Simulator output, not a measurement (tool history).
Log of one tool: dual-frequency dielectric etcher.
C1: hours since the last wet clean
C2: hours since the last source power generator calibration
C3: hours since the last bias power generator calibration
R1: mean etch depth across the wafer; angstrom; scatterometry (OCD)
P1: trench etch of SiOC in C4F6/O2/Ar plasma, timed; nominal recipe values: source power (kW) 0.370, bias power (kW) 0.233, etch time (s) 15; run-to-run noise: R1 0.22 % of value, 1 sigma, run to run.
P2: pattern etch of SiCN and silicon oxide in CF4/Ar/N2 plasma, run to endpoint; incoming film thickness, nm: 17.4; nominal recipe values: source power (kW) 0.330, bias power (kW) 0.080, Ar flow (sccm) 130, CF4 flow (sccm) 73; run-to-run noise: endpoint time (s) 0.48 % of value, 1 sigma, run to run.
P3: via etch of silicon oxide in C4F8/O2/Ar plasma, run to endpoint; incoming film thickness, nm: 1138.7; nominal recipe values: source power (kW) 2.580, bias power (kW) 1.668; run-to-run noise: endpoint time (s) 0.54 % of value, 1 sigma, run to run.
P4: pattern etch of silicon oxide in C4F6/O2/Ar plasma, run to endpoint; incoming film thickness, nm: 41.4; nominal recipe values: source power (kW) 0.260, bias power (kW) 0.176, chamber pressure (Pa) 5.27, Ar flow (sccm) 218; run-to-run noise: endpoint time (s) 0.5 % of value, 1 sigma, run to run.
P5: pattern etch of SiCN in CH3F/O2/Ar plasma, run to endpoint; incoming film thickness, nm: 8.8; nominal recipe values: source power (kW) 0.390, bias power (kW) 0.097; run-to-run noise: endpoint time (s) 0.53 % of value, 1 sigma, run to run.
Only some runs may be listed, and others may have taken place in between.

run 1 hour=7.2 | process_that_ran=P1 source_power_(kW)=0.370 bias_power_(kW)=0.233 etch_time_(s)=15 | C1=106.2 C2=717.7 C3=419.9 | R1=321.45
run 2 hour=14.6 | process_that_ran=P1 source_power_(kW)=0.370 bias_power_(kW)=0.233 etch_time_(s)=20 | C1=113.6 C2=725.1 C3=427.3 | R1=427.90
run 3 hour=24.6 | process_that_ran=P2 source_power_(kW)=0.330 bias_power_(kW)=0.048 Ar_flow_(sccm)=130 CF4_flow_(sccm)=73 | C1=123.6 C2=735.1 C3=437.3 | endpoint_time_(s)=31.719
run 4 hour=30.2 | process_that_ran=P1 source_power_(kW)=0.370 bias_power_(kW)=0.233 etch_time_(s)=15 | C1=129.2 C2=740.7 C3=442.9 | R1=319.72
run 5 hour=38.3 | process_that_ran=P5 source_power_(kW)=0.300 bias_power_(kW)=0.097 | C1=137.3 C2=748.8 C3=451.0 | endpoint_time_(s)=23.833
run 6 hour=46.8 | process_that_ran=P3 source_power_(kW)=2.580 bias_power_(kW)=1.668 | C1=145.8 C2=757.3 C3=459.5 | endpoint_time_(s)=212.380
run 7 hour=52.9 | process_that_ran=P1 source_power_(kW)=0.370 bias_power_(kW)=0.324 etch_time_(s)=15 | C1=151.9 C2=763.4 C3=465.6 | R1=357.96
run 8 hour=58.3 | process_that_ran=P4 source_power_(kW)=0.200 bias_power_(kW)=0.176 Ar_flow_(sccm)=218 chamber_pressure_(Pa)=5.27 | C1=157.3 C2=768.8 C3=471.0 | endpoint_time_(s)=17.058
-- hour=62.8 wet clean of the chamber
run 9 hour=66.7 | process_that_ran=P5 source_power_(kW)=0.390 bias_power_(kW)=0.126 | C1=4.0 C2=777.2 C3=479.4 | endpoint_time_(s)=19.616
run 10 hour=75.7 | process_that_ran=P3 source_power_(kW)=3.380 bias_power_(kW)=1.668 | C1=13.0 C2=786.2 C3=488.4 | endpoint_time_(s)=190.200
run 11 hour=81.0 | process_that_ran=P1 source_power_(kW)=0.370 bias_power_(kW)=0.233 etch_time_(s)=15 | C1=18.3 C2=791.5 C3=493.7 | R1=320.17
run 12 hour=86.9 | process_that_ran=P1 source_power_(kW)=0.370 bias_power_(kW)=0.163 etch_time_(s)=22 | C1=24.2 C2=797.4 C3=499.6 | R1=419.43
run 13 hour=92.9 | process_that_ran=P1 source_power_(kW)=0.370 bias_power_(kW)=0.233 etch_time_(s)=15 | C1=30.2 C2=803.4 C3=505.6 | R1=322.12
run 14 hour=98.6 | process_that_ran=P4 source_power_(kW)=0.260 bias_power_(kW)=0.176 Ar_flow_(sccm)=218 chamber_pressure_(Pa)=4.27 | C1=35.9 C2=809.1 C3=511.3 | endpoint_time_(s)=14.843
run 15 hour=103.0 | process_that_ran=P4 source_power_(kW)=0.260 bias_power_(kW)=0.235 Ar_flow_(sccm)=218 chamber_pressure_(Pa)=5.27 | C1=40.3 C2=813.5 C3=515.7 | endpoint_time_(s)=14.092
run 16 hour=109.4 | process_that_ran=P1 source_power_(kW)=0.240 bias_power_(kW)=0.233 etch_time_(s)=15 | C1=46.7 C2=819.9 C3=522.1 | R1=272.06
run 17 hour=116.3 | process_that_ran=P2 source_power_(kW)=0.330 bias_power_(kW)=0.080 Ar_flow_(sccm)=130 CF4_flow_(sccm)=99 | C1=53.6 C2=826.8 C3=529.0 | endpoint_time_(s)=25.152
run 18 hour=126.1 | process_that_ran=P1 source_power_(kW)=0.370 bias_power_(kW)=0.233 etch_time_(s)=15 | C1=63.4 C2=836.6 C3=538.8 | R1=320.61
run 19 hour=134.1 | process_that_ran=P1 source_power_(kW)=0.370 bias_power_(kW)=0.233 etch_time_(s)=15 | C1=71.4 C2=844.6 C3=546.8 | R1=321.80
run 20 hour=141.9 | process_that_ran=P1 source_power_(kW)=0.370 bias_power_(kW)=0.168 etch_time_(s)=15 | C1=79.2 C2=852.4 C3=554.6 | R1=288.64
run 21 hour=151.0 | process_that_ran=P3 source_power_(kW)=2.580 bias_power_(kW)=1.668 | C1=88.3 C2=861.5 C3=563.7 | endpoint_time_(s)=214.080
run 22 hour=157.1 | process_that_ran=P2 source_power_(kW)=0.330 bias_power_(kW)=0.080 Ar_flow_(sccm)=130 CF4_flow_(sccm)=73 | C1=94.4 C2=867.6 C3=569.8 | endpoint_time_(s)=26.358
run 23 hour=167.1 | process_that_ran=P2 source_power_(kW)=0.410 bias_power_(kW)=0.080 Ar_flow_(sccm)=130 CF4_flow_(sccm)=73 | C1=104.4 C2=877.6 C3=579.8 | endpoint_time_(s)=21.928
run 24 hour=173.8 | process_that_ran=P2 source_power_(kW)=0.330 bias_power_(kW)=0.080 Ar_flow_(sccm)=82 CF4_flow_(sccm)=73 | C1=111.1 C2=884.3 C3=586.5 | endpoint_time_(s)=24.733
run 25 hour=182.3 | process_that_ran=P1 source_power_(kW)=0.370 bias_power_(kW)=0.233 etch_time_(s)=11 | C1=119.6 C2=892.8 C3=595.0 | R1=235.54
run 26 hour=187.4 | process_that_ran=P1 source_power_(kW)=0.370 bias_power_(kW)=0.233 etch_time_(s)=15 | C1=124.7 C2=897.9 C3=600.1 | R1=320.46
run 27 hour=194.5 | process_that_ran=P4 source_power_(kW)=0.260 bias_power_(kW)=0.176 Ar_flow_(sccm)=146 chamber_pressure_(Pa)=5.27 | C1=131.8 C2=905.0 C3=607.2 | endpoint_time_(s)=14.677
run 28 hour=199.4 | process_that_ran=P5 source_power_(kW)=0.390 bias_power_(kW)=0.097 | C1=136.7 C2=909.9 C3=612.1 | endpoint_time_(s)=21.487
run 29 hour=206.1 | process_that_ran=P3 source_power_(kW)=2.580 bias_power_(kW)=2.078 | C1=143.4 C2=916.6 C3=618.8 | endpoint_time_(s)=199.340
run 30 hour=214.4 | process_that_ran=P4 source_power_(kW)=0.260 bias_power_(kW)=0.176 Ar_flow_(sccm)=218 chamber_pressure_(Pa)=5.27 | C1=151.7 C2=924.9 C3=627.1 | endpoint_time_(s)=15.211
run 31 hour=222.5 | process_that_ran=P1 source_power_(kW)=0.450 bias_power_(kW)=0.233 etch_time_(s)=15 | C1=159.8 C2=933.0 C3=635.2 | R1=345.95
run 32 hour=231.4 | process_that_ran=P1 source_power_(kW)=0.370 bias_power_(kW)=0.233 etch_time_(s)=15 | C1=168.7 C2=941.9 C3=644.1 | R1=321.22
run 33 hour=241.2 | process_that_ran=P1 source_power_(kW)=0.370 bias_power_(kW)=0.233 etch_time_(s)=15 | C1=178.5 C2=951.7 C3=653.9 | R1=319.24
run 34 hour=250.5 | process_that_ran=P1 source_power_(kW)=0.370 bias_power_(kW)=0.233 etch_time_(s)=15 | C1=187.8 C2=961.0 C3=663.2 | R1=317.01
run 35 hour=256.4 | process_that_ran=P1 source_power_(kW)=0.370 bias_power_(kW)=0.233 etch_time_(s)=15 | C1=193.7 C2=966.9 C3=669.1 | R1=316.41
run 36 hour=261.6 | process_that_ran=P1 source_power_(kW)=0.370 bias_power_(kW)=0.233 etch_time_(s)=15 | C1=198.9 C2=972.1 C3=674.3 | R1=317.69
-- hour=262.2 wet clean of the chamber
run 37 hour=266.0 | process_that_ran=P1 source_power_(kW)=0.370 bias_power_(kW)=0.233 etch_time_(s)=15 | C1=3.8 C2=976.5 C3=678.7 | R1=315.86
run 38 hour=274.9 | process_that_ran=P1 source_power_(kW)=0.370 bias_power_(kW)=0.233 etch_time_(s)=15 | C1=12.7 C2=985.4 C3=687.6 | R1=315.65
run 39 hour=280.9 | process_that_ran=P1 source_power_(kW)=0.370 bias_power_(kW)=0.233 etch_time_(s)=15 | C1=18.7 C2=991.4 C3=693.6 | R1=316.15
run 40 hour=286.8 | process_that_ran=P1 source_power_(kW)=0.370 bias_power_(kW)=0.233 etch_time_(s)=15 | C1=24.6 C2=997.3 C3=699.5 | R1=314.87
run 41 hour=296.7 | process_that_ran=P1 source_power_(kW)=0.370 bias_power_(kW)=0.233 etch_time_(s)=15 | C1=34.5 C2=1007.2 C3=709.4 | R1=315.93
run 42 hour=302.4 | process_that_ran=P1 source_power_(kW)=0.370 bias_power_(kW)=0.233 etch_time_(s)=15 | C1=40.2 C2=1012.9 C3=715.1 | R1=314.71
run 43 hour=309.7 | process_that_ran=P1 source_power_(kW)=0.370 bias_power_(kW)=0.233 etch_time_(s)=15 | C1=47.5 C2=1020.2 C3=722.4 | R1=315.51

The output of P1 has drifted from where it used to be. Each of the 2 causes below, taken at the size shown beside it, accounts for the log equally well:
A: source power that arrives under what is set, % = 4.32
B: bias power that arrives under what is set, % = 4.93
At approximately hour 231.4, the process output began to creep.
Each remaining cause and why it is not a fit:
chamber walls in a state that lowers the etch rate, %: work on it at hour 262.2, done after the drift set in, did not restore what the process gave before

You are offered 4 check runs, listed below with question marks in place of their results; each one averages 3 wafers. Which run separates the listed causes by giving clearly different results for each?
run check 1 hour=317.0 | process_that_ran=P3 source_power_(kW)=2.580 bias_power_(kW)=1.949 | endpoint_time_(s)=?
run check 2 hour=317.0 | process_that_ran=P2 source_power_(kW)=0.330 bias_power_(kW)=0.080 Ar_flow_(sccm)=130 CF4_flow_(sccm)=94 | endpoint_time_(s)=?
run check 3 hour=317.0 | process_that_ran=P5 source_power_(kW)=0.320 bias_power_(kW)=0.111 | endpoint_time_(s)=?
run check 4 hour=317.0 | process_that_ran=P4 source_power_(kW)=0.200 bias_power_(kW)=0.176 Ar_flow_(sccm)=152 chamber_pressure_(Pa)=5.27 | endpoint_time_(s)=?

Predicted outcomes, by check and by cause:
check=check_1 result=endpoint_time_(s) if_A=207.330 if_B=206.560
check=check_2 result=endpoint_time_(s) if_A=26.498 if_B=25.944
check=check_3 result=endpoint_time_(s) if_A=22.392 if_B=22.470
check=check_4 result=endpoint_time_(s) if_A=16.657 if_B=16.652
Minimum pairwise separation of causes per check, each pair taken at its best-separating result: check 1 0.37 %; check 2 2.11 %; check 3 0.35 %; check 4 0.03 %
The causes can be told apart only by check 2. The other checks would give nearly the same results under each of them.

Running check 2 produced the following: endpoint time (s) 25.952. Which one of the listed causes fits?

It is B: bias power that arrives under what is set, %.
